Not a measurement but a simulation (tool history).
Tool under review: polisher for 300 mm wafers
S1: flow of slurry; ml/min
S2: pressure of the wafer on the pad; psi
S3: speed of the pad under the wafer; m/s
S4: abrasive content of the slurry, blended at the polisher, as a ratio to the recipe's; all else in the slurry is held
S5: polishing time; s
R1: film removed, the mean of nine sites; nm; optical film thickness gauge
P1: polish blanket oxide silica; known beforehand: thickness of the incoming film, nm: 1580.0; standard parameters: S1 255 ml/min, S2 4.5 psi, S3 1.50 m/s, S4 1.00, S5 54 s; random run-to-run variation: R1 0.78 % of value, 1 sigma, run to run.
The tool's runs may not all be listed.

Run 1, hour 4.0: S1 255 ml/min, S2 4.5 psi, S3 1.50 m/s, S4 1.00, S5 54 s. Result: R1 198.530 nm.
Run 2, hour 6.6: S1 255 ml/min, S2 4.5 psi, S3 0.80 m/s, S4 1.00, S5 54 s. Result: R1 121.470 nm.
Run 3, hour 10.0: S1 370 ml/min, S2 4.5 psi, S3 1.50 m/s, S4 1.00, S5 54 s. Result: R1 203.420 nm.
Run 4, hour 13.7: S1 255 ml/min, S2 4.5 psi, S3 1.50 m/s, S4 1.00, S5 54 s. Result: R1 200.690 nm.
Run 5, hour 17.9: S1 255 ml/min, S2 7.2 psi, S3 1.50 m/s, S4 1.00, S5 54 s. Result: R1 319.100 nm.
Run 6, hour 20.4: S1 255 ml/min, S2 4.5 psi, S3 2.30 m/s, S4 1.00, S5 54 s. Result: R1 279.230 nm.
Run 7, hour 24.3: S1 255 ml/min, S2 4.5 psi, S3 1.50 m/s, S4 1.00, S5 54 s. Result: R1 202.460 nm.
Run 8, hour 28.9: S1 255 ml/min, S2 4.5 psi, S3 1.50 m/s, S4 1.00, S5 54 s. Result: R1 199.220 nm.
Run 9, hour 32.4: S1 255 ml/min, S2 4.5 psi, S3 1.50 m/s, S4 1.35, S5 54 s. Result: R1 228.070 nm.
Run 10, hour 37.3: S1 180 ml/min, S2 4.5 psi, S3 1.92 m/s, S4 1.00, S5 54 s. Result: R1 232.710 nm.
At hour 37.7: slurry blender recalibrated.
Run 11, hour 41.6: S1 155 ml/min, S2 4.5 psi, S3 1.50 m/s, S4 1.00, S5 54 s. Result: R1 184.060 nm.
At hour 44.4: head pressure recalibrated.
Run 12, hour 45.3: S1 255 ml/min, S2 4.5 psi, S3 1.50 m/s, S4 1.00, S5 54 s. Result: R1 197.230 nm.
Run 13, hour 50.0: S1 255 ml/min, S2 4.5 psi, S3 1.50 m/s, S4 1.00, S5 71 s. Result: R1 265.340 nm.
Run 14, hour 52.4: S1 255 ml/min, S2 2.2 psi, S3 1.50 m/s, S4 1.00, S5 54 s. Result: R1 98.459 nm.
Run 15, hour 56.9: S1 255 ml/min, S2 4.5 psi, S3 1.50 m/s, S4 1.00, S5 33 s. Result: R1 120.930 nm.
Run 16, hour 60.5: S1 255 ml/min, S2 4.5 psi, S3 1.50 m/s, S4 0.50, S5 54 s. Result: R1 137.620 nm.
Run 17, hour 65.1: S1 255 ml/min, S2 4.5 psi, S3 1.50 m/s, S4 1.00, S5 54 s. Result: R1 200.410 nm.
Run 18, hour 69.9: S1 255 ml/min, S2 4.5 psi, S3 1.50 m/s, S4 1.00, S5 54 s. Result: R1 201.020 nm.
Run 19, hour 72.6: S1 255 ml/min, S2 4.5 psi, S3 1.50 m/s, S4 1.00, S5 54 s. Result: R1 194.480 nm.
Run 20, hour 76.5: S1 255 ml/min, S2 4.5 psi, S3 1.50 m/s, S4 1.00, S5 54 s. Result: R1 192.690 nm.
Run 21, hour 81.0: S1 255 ml/min, S2 4.5 psi, S3 1.50 m/s, S4 1.00, S5 54 s. Result: R1 185.290 nm.
Run 22, hour 85.0: S1 255 ml/min, S2 4.5 psi, S3 1.50 m/s, S4 1.00, S5 54 s. Result: R1 185.390 nm.
At hour 87.1: conditioning disc replaced and pad reconditioned.
At hour 88.6: slurry nozzle cleaned.
Run 23, hour 88.6: S1 255 ml/min, S2 4.5 psi, S3 1.50 m/s, S4 1.00, S5 54 s. Result: R1 183.060 nm.
At hour 89.6: head pressure recalibrated.
Run 24, hour 92.1: S1 255 ml/min, S2 4.5 psi, S3 1.50 m/s, S4 1.00, S5 54 s. Result: R1 184.280 nm.
Run 25, hour 95.5: S1 255 ml/min, S2 4.5 psi, S3 1.50 m/s, S4 1.00, S5 54 s. Result: R1 182.460 nm.

Estimate the outcome of run 26 from the log above:
Run 26, hour 99.3: S1 255 ml/min, S2 4.5 psi, S3 1.50 m/s, S4 1.00, S5 54 s. Result: R1 ?.

R1: 182.020 nm

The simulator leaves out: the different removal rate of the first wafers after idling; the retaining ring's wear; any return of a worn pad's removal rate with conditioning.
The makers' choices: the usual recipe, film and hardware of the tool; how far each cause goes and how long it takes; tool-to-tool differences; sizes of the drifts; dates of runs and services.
